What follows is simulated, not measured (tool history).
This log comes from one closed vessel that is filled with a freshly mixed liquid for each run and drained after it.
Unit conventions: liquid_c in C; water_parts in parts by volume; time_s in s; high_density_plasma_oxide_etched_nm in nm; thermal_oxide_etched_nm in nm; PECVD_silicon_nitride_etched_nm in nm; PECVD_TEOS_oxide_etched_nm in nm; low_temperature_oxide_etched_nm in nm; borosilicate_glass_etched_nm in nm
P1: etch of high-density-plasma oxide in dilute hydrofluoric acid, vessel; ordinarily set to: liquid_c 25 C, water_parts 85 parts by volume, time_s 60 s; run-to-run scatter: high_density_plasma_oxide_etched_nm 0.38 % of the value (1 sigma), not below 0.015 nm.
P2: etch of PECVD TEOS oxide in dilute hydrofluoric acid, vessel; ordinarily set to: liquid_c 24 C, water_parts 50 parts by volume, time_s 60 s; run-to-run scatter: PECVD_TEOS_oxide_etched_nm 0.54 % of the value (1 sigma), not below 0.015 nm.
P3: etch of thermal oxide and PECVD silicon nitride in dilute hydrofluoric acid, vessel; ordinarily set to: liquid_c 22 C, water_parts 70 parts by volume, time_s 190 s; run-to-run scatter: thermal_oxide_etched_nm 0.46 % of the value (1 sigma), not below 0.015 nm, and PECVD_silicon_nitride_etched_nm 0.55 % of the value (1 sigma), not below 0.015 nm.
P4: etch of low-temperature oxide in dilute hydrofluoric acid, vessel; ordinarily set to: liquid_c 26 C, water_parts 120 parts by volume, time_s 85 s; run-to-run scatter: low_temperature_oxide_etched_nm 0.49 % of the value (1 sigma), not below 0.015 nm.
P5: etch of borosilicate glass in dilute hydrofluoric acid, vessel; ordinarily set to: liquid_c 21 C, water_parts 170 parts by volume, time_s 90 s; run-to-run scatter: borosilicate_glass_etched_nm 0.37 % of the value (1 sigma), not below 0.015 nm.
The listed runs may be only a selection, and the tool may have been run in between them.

| run | hour | process | liquid_c | water_parts | time_s | hours since the thermometer was replaced | hours since the hydrofluoric acid flow meter was replaced | high_density_plasma_oxide_etched_nm | thermal_oxide_etched_nm | PECVD_silicon_nitride_etched_nm | PECVD_TEOS_oxide_etched_nm | low_temperature_oxide_etched_nm | borosilicate_glass_etched_nm |
|---|---|---|---|---|---|---|---|---|---|---|---|---|---|
| 1 | 7.7 | P1 | 25 | 85 | 60 | 642.3 | 493.9 | 5.4107 |  |  |  |  |  |
| 2 | 13.1 | P3 | 22 | 70 | 30 | 647.7 | 499.3 |  | 1.9611 | 1.6359 |  |  |  |
| 3 | 18.5 | P1 | 25 | 85 | 30 | 653.1 | 504.7 | 2.7137 |  |  |  |  |  |
| 4 | 24.5 | P3 | 27.5 | 70 | 190 | 659.1 | 510.7 |  | 15.464 | 14.926 |  |  |  |
| 5 | 30.9 | P1 | 25 | 85 | 100 | 665.5 | 517.1 | 9.0291 |  |  |  |  |  |
| 6 | 37 | P1 | 25 | 45 | 110 | 671.6 | 523.2 | 19.708 |  |  |  |  |  |
| 7 | 41 | P2 | 24 | 50 | 60 | 675.6 | 527.2 |  |  |  | 18.721 |  |  |
| 8 | 47.4 | P1 | 29.5 | 85 | 30 | 682 | 533.6 | 3.2051 |  |  |  |  |  |
| 9 | 53.4 | P1 | 25 | 85 | 60 | 688 | 539.6 | 5.4456 |  |  |  |  |  |
| 10 | 61.3 | P3 | 22 | 70 | 190 | 695.9 | 547.5 |  | 12.491 | 10.235 |  |  |  |
| 11 | 65.9 | P1 | 17 | 85 | 60 | 700.5 | 552.1 | 3.8936 |  |  |  |  |  |
| 12 | 72.9 | P4 | 26 | 120 | 150 | 707.5 | 559.1 |  |  |  |  | 46.5 |  |
| 13 | 81.4 | P1 | 25 | 85 | 60 | 716 | 567.6 | 5.3996 |  |  |  |  |  |
| 14 | 86.3 | P2 | 29 | 50 | 60 | 720.9 | 572.5 |  |  |  | 22.889 |  |  |
| 15 | 94.7 | P4 | 26 | 210 | 85 | 729.3 | 580.9 |  |  |  |  | 13.547 |  |
| 16 | 103.5 | P1 | 30 | 85 | 60 | 738.1 | 589.7 | 6.6099 |  |  |  |  |  |
| 17 | 108 | P4 | 34 | 120 | 85 | 742.6 | 594.2 |  |  |  |  | 35.41 |  |
| 18 | 116.5 | P1 | 25 | 135 | 60 | 751.1 | 602.7 | 3.2295 |  |  |  |  |  |
| 19 | 123.8 | P1 | 25 | 30 | 60 | 758.4 | 610 | 16.519 |  |  |  |  |  |
| 20 | 131.1 | P1 | 25 | 85 | 60 | 765.7 | 617.3 | 5.4412 |  |  |  |  |  |
| 21 | 139.3 | P5 | 25.5 | 170 | 90 | 773.9 | 625.5 |  |  |  |  |  | 11.828 |
| 22 | 143.7 | P3 | 22 | 40 | 190 | 778.3 | 629.9 |  | 22.657 | 17.843 |  |  |  |
| 23 | 148 | P2 | 24 | 50 | 30 | 782.6 | 634.2 |  |  |  | 9.3512 |  |  |
| 24 | 156.3 | P4 | 26 | 120 | 85 | 790.9 | 642.5 |  |  |  |  | 26.433 |  |
| 25 | 161 | P5 | 21 | 170 | 90 | 795.6 | 647.2 |  |  |  |  |  | 9.9792 |
| 26 | 168.9 | P2 | 24 | 50 | 60 | 803.5 | 655.1 |  |  |  | 18.705 |  |  |
| 27 | 175.7 | P5 | 21 | 170 | 30 | 810.3 | 661.9 |  |  |  |  |  | 3.3238 |
| 28 | 184.6 | P1 | 25 | 85 | 60 | 819.2 | 670.8 | 5.41 |  |  |  |  |  |
| 29 | 191.6 | P5 | 21 | 25 | 90 | 826.2 | 677.8 |  |  |  |  |  | 80.046 |
| 30 | 197.3 | P2 | 24 | 85 | 60 | 831.9 | 683.5 |  |  |  | 10.58 |  |  |
| 31 | 202.7 | P1 | 25 | 85 | 60 | 837.3 | 688.9 | 5.391 |  |  |  |  |  |
| 32 | 209.2 | P1 | 25 | 85 | 60 | 843.8 | 695.4 | 5.2915 |  |  |  |  |  |
| 33 | 214.8 | P1 | 25 | 85 | 60 | 849.4 | 701 | 5.2795 |  |  |  |  |  |
| 34 | 220.7 | P1 | 25 | 85 | 60 | 855.3 | 706.9 | 5.1942 |  |  |  |  |  |
| 35 | 228 | P1 | 25 | 85 | 60 | 862.6 | 714.2 | 5.1793 |  |  |  |  |  |
| 36 | 234.6 | P1 | 25 | 85 | 60 | 869.2 | 720.8 | 5.1277 |  |  |  |  |  |
| 37 | 242.7 | P1 | 25 | 85 | 60 | 877.3 | 728.9 | 5.1372 |  |  |  |  |  |
| 38 | 251.1 | P1 | 25 | 85 | 60 | 885.7 | 737.3 | 5.1085 |  |  |  |  |  |

The log shows P1 creeping away from where it was. Any of the 2 causes listed here, at the size stated for it, fits the log just as well as the others:
A: liquid colder than its thermometer reads (K) = 1.47
B: hydrofluoric acid flow below the setpoint (%) = 5.12
Onset of the creep was near hour 202.7.

The check runs listed below each take one wafer, and their results are still question marks. Under which run would the listed causes lead to clearly different results?
| check 1 | 259.5 | P4 | 26 | 120 | 85 |  |  |  |  |  |  | ? |  |
| check 2 | 259.5 | P5 | 21 | 170 | 90 |  |  |  |  |  |  |  | ? |
| check 3 | 259.5 | P2 | 24 | 50 | 60 |  |  |  |  |  | ? |  |  |
| check 4 | 259.5 | P3 | 22 | 70 | 190 |  |  |  | ? | ? |  |  |  |

What every check run would give for each of its results, assuming each possible cause in turn:
| check | result | if A | if B |
|---|---|---|---|
| check 1 | low_temperature_oxide_etched_nm | 24.793 | 24.696 |
| check 2 | borosilicate_glass_etched_nm | 9.4216 | 9.3803 |
| check 3 | PECVD_TEOS_oxide_etched_nm | 17.628 | 17.711 |
| check 4 | thermal_oxide_etched_nm | 11.647 | 11.69 |
| check 4 | PECVD_silicon_nitride_etched_nm | 9.3126 | 9.778 |
Separation of the two closest causes in each check, using whichever result separates them best: check 1 0.39 %; check 2 0.44 %; check 3 0.47 %; check 4 4.88 %
Of the check runs offered, only check 4 discriminates between the causes; the rest would read about the same regardless of which cause applies.

Here is what check 4 returned: thermal_oxide_etched_nm 11.752 nm; PECVD_silicon_nitride_etched_nm 9.6839 nm. Which cause is it?

It is B: hydrofluoric acid flow below the setpoint (%).
